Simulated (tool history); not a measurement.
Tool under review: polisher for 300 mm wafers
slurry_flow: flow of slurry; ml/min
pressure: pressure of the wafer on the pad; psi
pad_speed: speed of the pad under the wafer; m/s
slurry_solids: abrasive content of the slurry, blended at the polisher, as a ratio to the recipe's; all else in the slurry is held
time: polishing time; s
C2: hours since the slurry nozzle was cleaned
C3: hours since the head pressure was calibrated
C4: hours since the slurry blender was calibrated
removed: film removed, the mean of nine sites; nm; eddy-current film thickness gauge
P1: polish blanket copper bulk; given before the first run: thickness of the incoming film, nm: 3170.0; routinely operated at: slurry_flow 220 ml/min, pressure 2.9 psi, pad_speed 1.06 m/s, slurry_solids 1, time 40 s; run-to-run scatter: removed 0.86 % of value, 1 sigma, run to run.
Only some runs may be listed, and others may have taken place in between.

Run 1, day 0.242: slurry_flow 220 ml/min, pressure 2.9 psi, pad_speed 1.06 m/s, slurry_solids 1, time 40 s; wafers polished on this pad 333; C2 156.2; C3 461.4; C4 125.2. Result: removed 324.8 nm.
Run 2, day 0.433: slurry_flow 220 ml/min, pressure 2.9 psi, pad_speed 1.06 m/s, slurry_solids 1, time 40 s; wafers polished on this pad 405; C2 160.8; C3 466; C4 129.8. Result: removed 322.43 nm.
Run 3, day 0.717: slurry_flow 220 ml/min, pressure 2.9 psi, pad_speed 1.06 m/s, slurry_solids 1, time 40 s; wafers polished on this pad 513; C2 167.6; C3 472.8; C4 136.6. Result: removed 326.1 nm.
At day 0.8: head pressure recalibrated.
Run 4, day 0.925: slurry_flow 220 ml/min, pressure 4.6 psi, pad_speed 1.06 m/s, slurry_solids 1, time 40 s; wafers polished on this pad 592; C2 172.6; C3 3.1; C4 141.6. Result: removed 523.95 nm.
Run 5, day 1.129: slurry_flow 220 ml/min, pressure 1.7 psi, pad_speed 0.72 m/s, slurry_solids 1, time 40 s; wafers polished on this pad 669; C2 177.5; C3 8; C4 146.5. Result: removed 131.25 nm.
Run 6, day 1.312: slurry_flow 220 ml/min, pressure 4 psi, pad_speed 1.06 m/s, slurry_solids 1, time 61 s; wafers polished on this pad 738; C2 181.9; C3 12.4; C4 150.9. Result: removed 670.01 nm.
At day 1.404: worn pad replaced by a new one.
Run 7, day 1.496: slurry_flow 220 ml/min, pressure 2.9 psi, pad_speed 0.6 m/s, slurry_solids 1, time 40 s; wafers polished on this pad 34; C2 186.3; C3 16.8; C4 155.3. Result: removed 184.24 nm.
Run 8, day 1.771: slurry_flow 220 ml/min, pressure 2.9 psi, pad_speed 1.06 m/s, slurry_solids 1, time 25 s; wafers polished on this pad 138; C2 192.9; C3 23.4; C4 161.9. Result: removed 207.27 nm.
Run 9, day 1.975: slurry_flow 220 ml/min, pressure 2.9 psi, pad_speed 1.44 m/s, slurry_solids 1, time 40 s; wafers polished on this pad 216; C2 197.8; C3 28.3; C4 166.8. Result: removed 444.26 nm.
Run 10, day 2.238: slurry_flow 220 ml/min, pressure 2.9 psi, pad_speed 1.06 m/s, slurry_solids 1, time 40 s; wafers polished on this pad 315; C2 204.1; C3 34.6; C4 173.1. Result: removed 326.68 nm.
Run 11, day 2.417: slurry_flow 220 ml/min, pressure 1.3 psi, pad_speed 1.06 m/s, slurry_solids 1, time 40 s; wafers polished on this pad 383; C2 208.4; C3 38.9; C4 177.4. Result: removed 145.27 nm.
Run 12, day 2.583: slurry_flow 325 ml/min, pressure 2.9 psi, pad_speed 1.06 m/s, slurry_solids 1, time 40 s; wafers polished on this pad 446; C2 212.4; C3 42.9; C4 181.4. Result: removed 340.02 nm.
Run 13, day 2.8: slurry_flow 130 ml/min, pressure 2.9 psi, pad_speed 1.06 m/s, slurry_solids 1, time 40 s; wafers polished on this pad 528; C2 217.6; C3 48.1; C4 186.6. Result: removed 294.51 nm.
At day 2.817: slurry nozzle cleaned.
Run 14, day 3.096: slurry_flow 220 ml/min, pressure 2.9 psi, pad_speed 1.06 m/s, slurry_solids 0.6, time 40 s; wafers polished on this pad 640; C2 6.8; C3 55.2; C4 193.7. Result: removed 299.48 nm.
Run 15, day 3.292: slurry_flow 220 ml/min, pressure 2.9 psi, pad_speed 1.06 m/s, slurry_solids 1, time 63 s; wafers polished on this pad 714; C2 11.5; C3 59.9; C4 198.4. Result: removed 519.41 nm.
Run 16, day 3.433: slurry_flow 220 ml/min, pressure 2.9 psi, pad_speed 1.06 m/s, slurry_solids 1.45, time 40 s; wafers polished on this pad 768; C2 14.9; C3 63.3; C4 201.8. Result: removed 347.81 nm.
Run 17, day 3.725: slurry_flow 220 ml/min, pressure 2.9 psi, pad_speed 1.06 m/s, slurry_solids 1, time 40 s; wafers polished on this pad 879; C2 21.9; C3 70.3; C4 208.8. Result: removed 325.13 nm.
Run 18, day 3.929: slurry_flow 220 ml/min, pressure 2.9 psi, pad_speed 1.06 m/s, slurry_solids 1, time 40 s; wafers polished on this pad 956; C2 26.8; C3 75.2; C4 213.7. Result: removed 327.98 nm.
Run 19, day 4.167: slurry_flow 220 ml/min, pressure 2.9 psi, pad_speed 1.06 m/s, slurry_solids 1, time 40 s; wafers polished on this pad 1046; C2 32.5; C3 80.9; C4 219.4. Result: removed 315.92 nm.
Run 20, day 4.446: slurry_flow 220 ml/min, pressure 2.9 psi, pad_speed 1.06 m/s, slurry_solids 1, time 40 s; wafers polished on this pad 1152; C2 39.2; C3 87.6; C4 226.1. Result: removed 310.19 nm.
Run 21, day 4.575: slurry_flow 220 ml/min, pressure 2.9 psi, pad_speed 1.06 m/s, slurry_solids 1, time 40 s; wafers polished on this pad 1201; C2 42.3; C3 90.7; C4 229.2. Result: removed 308.41 nm.
Run 22, day 4.821: slurry_flow 220 ml/min, pressure 2.9 psi, pad_speed 1.06 m/s, slurry_solids 1, time 40 s; wafers polished on this pad 1294; C2 48.2; C3 96.6; C4 235.1. Result: removed 309.59 nm.
At day 5.017: worn pad replaced by a new one.
Run 23, day 5.029: slurry_flow 220 ml/min, pressure 2.9 psi, pad_speed 1.06 m/s, slurry_solids 1, time 40 s; wafers polished on this pad 4; C2 53.2; C3 101.6; C4 240.1. Result: removed 310.32 nm.
At day 5.138: head pressure recalibrated.
Run 24, day 5.321: slurry_flow 220 ml/min, pressure 2.9 psi, pad_speed 1.06 m/s, slurry_solids 1, time 40 s; wafers polished on this pad 115; C2 60.2; C3 4.5; C4 247.1. Result: removed 305.08 nm.
Run 25, day 5.546: slurry_flow 220 ml/min, pressure 2.9 psi, pad_speed 1.06 m/s, slurry_solids 1, time 40 s; wafers polished on this pad 200; C2 65.6; C3 9.9; C4 252.5. Result: removed 305.8 nm.
Run 26, day 5.758: slurry_flow 220 ml/min, pressure 2.9 psi, pad_speed 1.06 m/s, slurry_solids 1, time 40 s; wafers polished on this pad 281; C2 70.7; C3 15; C4 257.6. Result: removed 305.48 nm.

The log shows P1 creeping away from where it was. Any of the 2 causes listed here, at the size stated for it, fits the log just as well as the others:
A: slurry flow missing at the pad, % = 34.7
B: abrasive missing from the slurry, % = 26.1
The drift started at roughly day 3.929.
What rules out each remaining cause:
removal rate lost through wear of the pad, %: its service at day 5.017 followed the start of the drift and did not put the process back to its old value
head's pressure below its setpoint, %: its service at day 5.138 followed the start of the drift and did not put the process back to its old value

The 4 check runs listed below each average the results of 3 wafers, and their outcomes are marked with question marks. Under which run would the listed causes produce clearly different results?
Run check 1, day 5.971: slurry_flow 220 ml/min, pressure 2.9 psi, pad_speed 0.6 m/s, slurry_solids 1, time 57 s. Result: removed ?.
Run check 2, day 5.971: slurry_flow 220 ml/min, pressure 2.2 psi, pad_speed 1.06 m/s, slurry_solids 0.6, time 40 s. Result: removed ?.
Run check 3, day 5.971: slurry_flow 130 ml/min, pressure 2.2 psi, pad_speed 1.06 m/s, slurry_solids 1, time 40 s. Result: removed ?.
Run check 4, day 5.971: slurry_flow 220 ml/min, pressure 4.3 psi, pad_speed 1.06 m/s, slurry_solids 1.4, time 40 s. Result: removed ?.

Outcome of each check run for each possible cause:
  check   result    if A    if B
check 1  removed  245.91  245.92
check 2  removed     208  208.86
check 3  removed  204.76  212.95
check 4  removed  486.53   485.3
Minimum pairwise separation of causes per check, each pair taken at its best-separating result: check 1 0.01 %; check 2 0.41 %; check 3 3.92 %; check 4 0.25 %
Only in check 3 would the causes give clearly different results; in the remaining checks their results would be nearly the same.

Running check 3 produced the following: removed 205.96 nm. Which one of the listed causes fits?

A is the cause: slurry flow missing at the pad, %.
